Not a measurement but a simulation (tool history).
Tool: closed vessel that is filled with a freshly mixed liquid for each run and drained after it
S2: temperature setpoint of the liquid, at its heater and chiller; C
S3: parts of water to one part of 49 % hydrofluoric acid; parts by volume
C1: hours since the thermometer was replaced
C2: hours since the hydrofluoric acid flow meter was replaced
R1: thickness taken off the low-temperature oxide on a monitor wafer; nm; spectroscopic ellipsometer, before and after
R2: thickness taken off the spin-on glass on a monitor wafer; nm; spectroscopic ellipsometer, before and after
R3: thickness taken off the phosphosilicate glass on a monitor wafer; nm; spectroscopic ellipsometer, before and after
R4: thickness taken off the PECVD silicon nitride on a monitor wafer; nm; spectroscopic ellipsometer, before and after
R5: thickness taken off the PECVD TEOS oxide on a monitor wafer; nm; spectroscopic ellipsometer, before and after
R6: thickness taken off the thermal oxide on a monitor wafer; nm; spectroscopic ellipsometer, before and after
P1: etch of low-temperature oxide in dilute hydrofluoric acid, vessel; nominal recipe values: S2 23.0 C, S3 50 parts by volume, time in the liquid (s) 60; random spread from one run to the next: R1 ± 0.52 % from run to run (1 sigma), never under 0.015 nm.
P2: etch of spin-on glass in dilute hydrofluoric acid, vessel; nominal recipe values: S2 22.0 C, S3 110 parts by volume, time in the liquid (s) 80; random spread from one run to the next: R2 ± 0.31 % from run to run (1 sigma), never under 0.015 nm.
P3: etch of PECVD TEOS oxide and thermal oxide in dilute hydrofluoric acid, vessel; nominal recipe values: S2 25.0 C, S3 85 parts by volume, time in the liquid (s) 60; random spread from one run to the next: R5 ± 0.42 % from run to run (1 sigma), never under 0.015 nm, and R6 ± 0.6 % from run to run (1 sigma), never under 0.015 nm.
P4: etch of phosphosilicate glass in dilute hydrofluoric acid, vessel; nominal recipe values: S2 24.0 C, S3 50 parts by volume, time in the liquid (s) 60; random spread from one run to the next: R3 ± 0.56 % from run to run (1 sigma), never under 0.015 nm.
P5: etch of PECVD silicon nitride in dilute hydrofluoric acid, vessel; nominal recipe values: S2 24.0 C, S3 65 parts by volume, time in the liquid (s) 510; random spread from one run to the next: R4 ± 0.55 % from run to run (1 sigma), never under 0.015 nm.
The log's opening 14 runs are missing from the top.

run 15 hour=154.9 | process_that_ran=P2 S2=22.0 S3=110 time_in_the_liquid_(s)=80 | C1=432.4 C2=379.8 | R2=30.696
run 16 hour=168.3 | process_that_ran=P5 S2=24.0 S3=90 time_in_the_liquid_(s)=510 | C1=445.8 C2=393.2 | R4=32.677
run 17 hour=179.0 | process_that_ran=P4 S2=24.0 S3=50 time_in_the_liquid_(s)=60 | C1=456.5 C2=403.9 | R3=257.99
run 18 hour=187.4 | process_that_ran=P5 S2=24.0 S3=65 time_in_the_liquid_(s)=185 | C1=464.9 C2=412.3 | R4=16.615
run 19 hour=198.1 | process_that_ran=P1 S2=23.0 S3=50 time_in_the_liquid_(s)=95 | C1=475.6 C2=423.0 | R1=24.275
run 20 hour=211.5 | process_that_ran=P1 S2=23.0 S3=50 time_in_the_liquid_(s)=60 | C1=489.0 C2=436.4 | R1=15.276
run 21 hour=221.7 | process_that_ran=P1 S2=23.0 S3=25 time_in_the_liquid_(s)=35 | C1=499.2 C2=446.6 | R1=18.435
run 22 hour=235.5 | process_that_ran=P2 S2=22.0 S3=65 time_in_the_liquid_(s)=80 | C1=513.0 C2=460.4 | R2=55.024
run 23 hour=244.2 | process_that_ran=P3 S2=25.0 S3=85 time_in_the_liquid_(s)=60 | C1=521.7 C2=469.1 | R5=11.6990 R6=3.3609
run 24 hour=252.7 | process_that_ran=P5 S2=24.0 S3=65 time_in_the_liquid_(s)=510 | C1=530.2 C2=477.6 | R4=45.108

Forecast run 25:
run 25 hour=264.9 | process_that_ran=P1 S2=23.0 S3=50 time_in_the_liquid_(s)=60 | C1=542.4 C2=489.8 | R1=?

{"run 25": {"R1": 15.375}}
